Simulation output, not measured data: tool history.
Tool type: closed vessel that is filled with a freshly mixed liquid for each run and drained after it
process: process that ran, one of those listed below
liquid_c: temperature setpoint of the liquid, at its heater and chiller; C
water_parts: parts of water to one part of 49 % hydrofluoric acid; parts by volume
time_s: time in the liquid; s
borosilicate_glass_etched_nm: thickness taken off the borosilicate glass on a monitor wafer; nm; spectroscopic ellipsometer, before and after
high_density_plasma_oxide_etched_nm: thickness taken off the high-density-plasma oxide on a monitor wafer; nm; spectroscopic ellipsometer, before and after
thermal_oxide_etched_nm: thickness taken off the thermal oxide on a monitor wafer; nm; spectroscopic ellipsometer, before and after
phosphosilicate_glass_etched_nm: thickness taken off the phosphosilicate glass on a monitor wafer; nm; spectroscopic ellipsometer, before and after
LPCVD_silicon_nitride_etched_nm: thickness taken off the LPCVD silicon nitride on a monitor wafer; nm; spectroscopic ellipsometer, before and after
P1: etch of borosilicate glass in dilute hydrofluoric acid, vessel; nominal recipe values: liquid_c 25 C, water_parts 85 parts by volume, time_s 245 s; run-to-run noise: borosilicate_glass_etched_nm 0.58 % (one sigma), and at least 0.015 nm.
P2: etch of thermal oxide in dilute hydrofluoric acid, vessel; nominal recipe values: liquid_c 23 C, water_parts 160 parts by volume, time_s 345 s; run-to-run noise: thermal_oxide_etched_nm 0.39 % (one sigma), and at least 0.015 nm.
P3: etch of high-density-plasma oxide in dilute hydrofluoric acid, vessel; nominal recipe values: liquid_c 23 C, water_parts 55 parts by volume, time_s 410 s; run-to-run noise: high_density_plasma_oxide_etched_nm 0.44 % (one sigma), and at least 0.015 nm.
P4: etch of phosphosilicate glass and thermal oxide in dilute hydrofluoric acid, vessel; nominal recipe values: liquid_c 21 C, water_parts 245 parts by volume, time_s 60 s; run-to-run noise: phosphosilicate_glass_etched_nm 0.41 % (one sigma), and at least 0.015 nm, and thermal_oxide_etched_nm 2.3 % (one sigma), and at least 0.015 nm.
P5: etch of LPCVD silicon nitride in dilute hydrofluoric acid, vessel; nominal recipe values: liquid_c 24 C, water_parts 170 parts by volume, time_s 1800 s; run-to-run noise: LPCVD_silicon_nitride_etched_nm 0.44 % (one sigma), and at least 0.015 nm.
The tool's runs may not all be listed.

run,hour,process,liquid_c,water_parts,time_s,hours since the thermometer was replaced,hours since the hydrofluoric acid flow meter was replaced,borosilicate_glass_etched_nm,high_density_plasma_oxide_etched_nm,thermal_oxide_etched_nm,phosphosilicate_glass_etched_nm,LPCVD_silicon_nitride_etched_nm
1,8.2,P1,25,85,245,551.8,1475.6,53.704,,,,
2,13.2,P3,29.5,55,410,556.8,1480.6,,48.707,,,
3,18.8,P2,30,160,345,562.4,1486.2,,,12.097,,
4,25.8,P1,25,85,245,569.4,1493.2,53.534,,,,
5,32,P1,25,85,245,575.6,1499.4,53.604,,,,
6,37.4,P1,25,45,245,581,1504.8,104.81,,,,
7,45.1,P2,23,160,345,588.7,1512.5,,,9.2953,,
8,53.6,P4,21,245,115,597.2,1521,,,1.6858,31.55,
9,63.8,P4,21,245,60,607.4,1531.2,,,0.90119,16.456,
10,71.7,P1,31.5,55,245,615.3,1539.1,111.18,,,,
11,81,P1,30.5,85,245,624.6,1548.4,65.232,,,,
12,88.3,P4,21,90,60,631.9,1555.7,,,2.9364,52.858,
13,95.4,P2,23,65,345,639,1562.8,,,25.723,,
14,104.8,P1,25,85,245,648.4,1572.2,53.826,,,,
15,113.4,P3,23,25,410,657,1580.8,,85.873,,,
16,118.2,P5,24,170,1800,661.8,1585.6,,,,,5.8134
17,125.4,P1,25,130,245,669,1592.8,32.904,,,,
18,130.3,P5,30.5,170,1800,673.9,1597.7,,,,,8.7444
19,137.2,P3,23,55,410,680.8,1604.6,,37.506,,,
20,142,P3,23,55,220,685.6,1609.4,,20.09,,,
21,152.2,P4,17,245,60,695.8,1619.6,,,0.76297,14.118,
22,158.5,P1,21.5,150,245,702.1,1625.9,24.529,,,,
23,168.3,P2,23,160,345,711.9,1635.7,,,9.2885,,
24,174.4,P4,21,245,60,718,1641.8,,,0.93744,16.383,
25,184.4,P5,24,40,1800,728,1651.8,,,,,24.079
26,192,P1,25,85,75,735.6,1659.4,16.304,,,,
27,200.5,P2,23,160,555,744.1,1667.9,,,14.991,,
28,210.6,P5,24,170,3345,754.2,1678,,,,,10.861
29,217,P1,25,85,245,760.6,1684.4,53.425,,,,
30,225,P1,25,85,370,768.6,1692.4,79.838,,,,
31,233.7,P1,25,130,400,777.3,1701.1,53.924,,,,
32,240.7,P1,19,85,245,784.3,1708.1,41.675,,,,
33,249.9,P3,23,55,410,793.5,1717.3,,37.56,,,
34,255.5,P1,25,85,245,799.1,1722.9,52.765,,,,
35,264.1,P1,25,85,245,807.7,1731.5,52.172,,,,
36,272.3,P1,25,85,245,815.9,1739.7,50.72,,,,
37,281.9,P1,25,85,245,825.5,1749.3,50.231,,,,
38,287.5,P1,25,85,245,831.1,1754.9,49.693,,,,
39,297.6,P1,25,85,245,841.2,1765,48.859,,,,
40,302.4,P1,25,85,245,846,1769.8,49.238,,,,
41,306.9,P1,25,85,245,850.5,1774.3,48.489,,,,
42,312.8,P1,25,85,245,856.4,1780.2,48.937,,,,
43,322.3,P1,25,85,245,865.9,1789.7,48.94,,,,
44,327.1,P1,25,85,245,870.7,1794.5,49.416,,,,

The output of P1 has drifted from where it used to be. Each of the 2 causes below, taken at the size shown beside it, accounts for the log equally well:
A: liquid colder than its thermometer reads (K) = 2.12
B: hydrofluoric acid flow below the setpoint (%) = 7.33
At approximately hour 255.5, the process output began to creep.

Listed below are the offered check runs, one wafer per run, with question marks in place of results. For which of them would the causes give clearly different outcomes?
check 1,331.9,P3,27,35,410,,,,?,,,
check 2,331.9,P4,21,120,60,,,,,?,?,
check 3,331.9,P2,23,95,345,,,,,?,,
check 4,331.9,P5,24,85,1800,,,,,,,?

Outcome of each check run for each possible cause:
check,result,if A,if B
check 1,high_density_plasma_oxide_etched_nm,65.516,65.966
check 2,thermal_oxide_etched_nm,1.908,1.9069
check 2,phosphosilicate_glass_etched_nm,35.134,35.114
check 3,thermal_oxide_etched_nm,15.56,15.572
check 4,LPCVD_silicon_nitride_etched_nm,9.9884,10.679
Per check, the gap between the least separated pair of causes, taken in the result that splits them most: check 1 0.69 %; check 2 0.06 %; check 3 0.08 %; check 4 6.68 %
Only in check 4 would the causes give clearly different results; in the remaining checks their results would be nearly the same.

Check 4 was then run and gave: LPCVD_silicon_nitride_etched_nm 10.715 nm. Which cause is it?

Of the candidate causes, it is B: hydrofluoric acid flow below the setpoint (%).
